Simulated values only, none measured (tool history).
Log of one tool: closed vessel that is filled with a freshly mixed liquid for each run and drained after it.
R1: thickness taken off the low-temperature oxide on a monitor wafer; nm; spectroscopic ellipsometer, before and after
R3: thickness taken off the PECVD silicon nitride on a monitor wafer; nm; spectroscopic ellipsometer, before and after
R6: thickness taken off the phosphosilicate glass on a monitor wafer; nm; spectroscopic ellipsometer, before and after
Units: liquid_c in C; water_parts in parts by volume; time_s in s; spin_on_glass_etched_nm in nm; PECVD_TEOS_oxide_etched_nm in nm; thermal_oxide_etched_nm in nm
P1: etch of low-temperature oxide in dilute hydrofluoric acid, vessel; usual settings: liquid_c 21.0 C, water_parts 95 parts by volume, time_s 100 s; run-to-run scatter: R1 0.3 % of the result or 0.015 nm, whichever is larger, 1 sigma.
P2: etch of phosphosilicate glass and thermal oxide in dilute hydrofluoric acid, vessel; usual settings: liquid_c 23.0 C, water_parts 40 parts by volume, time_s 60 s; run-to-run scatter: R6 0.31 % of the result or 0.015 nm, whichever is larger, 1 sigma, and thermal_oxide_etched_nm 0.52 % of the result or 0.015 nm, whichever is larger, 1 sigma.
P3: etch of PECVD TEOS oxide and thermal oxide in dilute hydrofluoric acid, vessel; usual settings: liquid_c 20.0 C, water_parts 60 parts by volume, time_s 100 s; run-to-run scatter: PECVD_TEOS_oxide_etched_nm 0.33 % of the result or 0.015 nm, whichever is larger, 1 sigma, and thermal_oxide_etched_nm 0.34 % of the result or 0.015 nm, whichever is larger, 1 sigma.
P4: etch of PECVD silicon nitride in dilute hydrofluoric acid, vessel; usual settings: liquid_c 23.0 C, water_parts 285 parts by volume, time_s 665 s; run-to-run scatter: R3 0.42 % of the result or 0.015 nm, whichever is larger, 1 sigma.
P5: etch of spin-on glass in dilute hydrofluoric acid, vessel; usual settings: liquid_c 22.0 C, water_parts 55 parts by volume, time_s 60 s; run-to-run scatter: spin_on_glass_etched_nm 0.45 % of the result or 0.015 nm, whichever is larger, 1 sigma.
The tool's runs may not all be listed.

{"run": 1, "day": 0.438, "process": "P1", "liquid_c": 21.0, "water_parts": 95, "time_s": 100, "R1": 11.053}
{"run": 2, "day": 0.7, "process": "P5", "liquid_c": 27.5, "water_parts": 55, "time_s": 60, "spin_on_glass_etched_nm": 45.148}
{"run": 3, "day": 1.025, "process": "P1", "liquid_c": 21.0, "water_parts": 95, "time_s": 100, "R1": 11.005}
{"run": 4, "day": 1.425, "process": "P1", "liquid_c": 21.0, "water_parts": 95, "time_s": 50, "R1": 5.5263}
{"run": 5, "day": 1.738, "process": "P4", "liquid_c": 23.0, "water_parts": 285, "time_s": 305, "R3": 3.2516}
{"run": 6, "day": 2.008, "process": "P3", "liquid_c": 20.0, "water_parts": 60, "time_s": 195, "PECVD_TEOS_oxide_etched_nm": 25.093, "thermal_oxide_etched_nm": 13.03}
{"run": 7, "day": 2.367, "process": "P2", "liquid_c": 23.0, "water_parts": 40, "time_s": 60, "thermal_oxide_etched_nm": 7.2765, "R6": 139.88}
{"run": 8, "day": 2.621, "process": "P1", "liquid_c": 21.0, "water_parts": 20, "time_s": 100, "R1": 57.225}
{"run": 9, "day": 3.025, "process": "P2", "liquid_c": 23.0, "water_parts": 40, "time_s": 30, "thermal_oxide_etched_nm": 3.6365, "R6": 69.477}
{"run": 10, "day": 3.333, "process": "P1", "liquid_c": 28.5, "water_parts": 95, "time_s": 100, "R1": 14.879}
{"run": 11, "day": 3.642, "process": "P5", "liquid_c": 22.0, "water_parts": 55, "time_s": 60, "spin_on_glass_etched_nm": 35.9}
{"run": 12, "day": 3.983, "process": "P4", "liquid_c": 23.0, "water_parts": 285, "time_s": 665, "R3": 7.1893}
{"run": 13, "day": 4.375, "process": "P2", "liquid_c": 17.0, "water_parts": 40, "time_s": 60, "thermal_oxide_etched_nm": 5.6015, "R6": 107.82}
{"run": 14, "day": 4.708, "process": "P1", "liquid_c": 21.0, "water_parts": 150, "time_s": 100, "R1": 6.6322}
{"run": 15, "day": 4.971, "process": "P4", "liquid_c": 17.0, "water_parts": 285, "time_s": 665, "R3": 4.9287}
{"run": 16, "day": 5.404, "process": "P1", "liquid_c": 21.0, "water_parts": 30, "time_s": 175, "R1": 66.132}
{"run": 17, "day": 5.721, "process": "P1", "liquid_c": 21.0, "water_parts": 95, "time_s": 100, "R1": 11.052}
{"run": 18, "day": 6.096, "process": "P5", "liquid_c": 22.0, "water_parts": 20, "time_s": 60, "spin_on_glass_etched_nm": 104.48}
{"run": 19, "day": 6.304, "process": "P2", "liquid_c": 23.0, "water_parts": 20, "time_s": 60, "thermal_oxide_etched_nm": 15.077, "R6": 287.04}
{"run": 20, "day": 6.742, "process": "P1", "liquid_c": 21.0, "water_parts": 95, "time_s": 100, "R1": 11.114}
{"run": 21, "day": 7.192, "process": "P1", "liquid_c": 21.0, "water_parts": 95, "time_s": 100, "R1": 11.063}
{"run": 22, "day": 7.625, "process": "P3", "liquid_c": 17.0, "water_parts": 60, "time_s": 100, "PECVD_TEOS_oxide_etched_nm": 11.293, "thermal_oxide_etched_nm": 5.8684}
{"run": 23, "day": 8.075, "process": "P3", "liquid_c": 20.0, "water_parts": 60, "time_s": 100, "PECVD_TEOS_oxide_etched_nm": 12.919, "thermal_oxide_etched_nm": 6.6544}
{"run": 24, "day": 8.496, "process": "P4", "liquid_c": 23.0, "water_parts": 160, "time_s": 665, "R3": 12.544}
{"run": 25, "day": 8.946, "process": "P1", "liquid_c": 17.0, "water_parts": 95, "time_s": 100, "R1": 9.3636}
{"day": 8.967, "done": "thermometer replaced"}
{"run": 26, "day": 9.283, "process": "P1", "liquid_c": 21.0, "water_parts": 95, "time_s": 100, "R1": 11.078}
{"run": 27, "day": 9.617, "process": "P1", "liquid_c": 21.0, "water_parts": 95, "time_s": 100, "R1": 11.077}
{"run": 28, "day": 9.888, "process": "P3", "liquid_c": 20.0, "water_parts": 35, "time_s": 100, "PECVD_TEOS_oxide_etched_nm": 22.558, "thermal_oxide_etched_nm": 11.747}
{"run": 29, "day": 10.329, "process": "P5", "liquid_c": 22.0, "water_parts": 55, "time_s": 60, "spin_on_glass_etched_nm": 36.008}
{"run": 30, "day": 10.771, "process": "P1", "liquid_c": 21.0, "water_parts": 95, "time_s": 190, "R1": 20.978}
{"run": 31, "day": 11.1, "process": "P5", "liquid_c": 22.0, "water_parts": 55, "time_s": 115, "spin_on_glass_etched_nm": 69.358}
{"run": 32, "day": 11.379, "process": "P1", "liquid_c": 17.5, "water_parts": 25, "time_s": 100, "R1": 39.116}
{"run": 33, "day": 11.729, "process": "P1", "liquid_c": 21.0, "water_parts": 95, "time_s": 100, "R1": 11.072}
{"run": 34, "day": 12.158, "process": "P1", "liquid_c": 21.0, "water_parts": 95, "time_s": 100, "R1": 11.385}
{"run": 35, "day": 12.508, "process": "P1", "liquid_c": 21.0, "water_parts": 95, "time_s": 100, "R1": 11.542}
{"run": 36, "day": 12.738, "process": "P1", "liquid_c": 21.0, "water_parts": 95, "time_s": 100, "R1": 11.603}
{"run": 37, "day": 13.0, "process": "P1", "liquid_c": 21.0, "water_parts": 95, "time_s": 100, "R1": 11.558}
{"run": 38, "day": 13.392, "process": "P1", "liquid_c": 21.0, "water_parts": 95, "time_s": 100, "R1": 11.723}
{"run": 39, "day": 13.762, "process": "P1", "liquid_c": 21.0, "water_parts": 95, "time_s": 100, "R1": 11.706}
{"run": 40, "day": 14.146, "process": "P1", "liquid_c": 21.0, "water_parts": 95, "time_s": 100, "R1": 11.719}
{"run": 41, "day": 14.442, "process": "P1", "liquid_c": 21.0, "water_parts": 95, "time_s": 100, "R1": 11.705}

What P1 gives has crept away from where it was. These 2 causes fit the log equally well, each at the size given:
A: hydrofluoric acid flow above the setpoint (%) = 5.81
B: liquid hotter than its thermometer reads (K) = 1.54
The creep began at about day 11.729.

4 check runs are offered, one wafer each, their results left as question marks. Which one tells the causes apart?
{"run": "check 1", "day": 14.738, "process": "P3", "liquid_c": 20.0, "water_parts": 60, "time_s": 100, "PECVD_TEOS_oxide_etched_nm": "?", "thermal_oxide_etched_nm": "?"}
{"run": "check 2", "day": 14.738, "process": "P4", "liquid_c": 23.0, "water_parts": 285, "time_s": 665, "R3": "?"}
{"run": "check 3", "day": 14.738, "process": "P5", "liquid_c": 22.0, "water_parts": 55, "time_s": 60, "spin_on_glass_etched_nm": "?"}
{"run": "check 4", "day": 14.738, "process": "P2", "liquid_c": 23.0, "water_parts": 40, "time_s": 60, "thermal_oxide_etched_nm": "?", "R6": "?"}

What each check would give under each cause:
check=check_1 result=PECVD_TEOS_oxide_etched_nm if_A=13.656 if_B=13.714
check=check_1 result=thermal_oxide_etched_nm if_A=7.0954 if_B=7.1256
check=check_2 result=R3 if_A=7.5671 if_B=7.8684
check=check_3 result=spin_on_glass_etched_nm if_A=38.317 if_B=38.451
check=check_4 result=thermal_oxide_etched_nm if_A=7.7424 if_B=7.7778
check=check_4 result=R6 if_A=148.020 if_B=148.700
How far apart the two closest causes lie, in the result that separates them most: check 1 0.42 %; check 2 3.91 %; check 3 0.35 %; check 4 0.46 %
Only check 2 tells the causes apart: in the others they would give nearly the same result.

Check 2 was then run and gave: R3 7.8820 nm. Which cause is it?

It is B: liquid hotter than its thermometer reads (K).
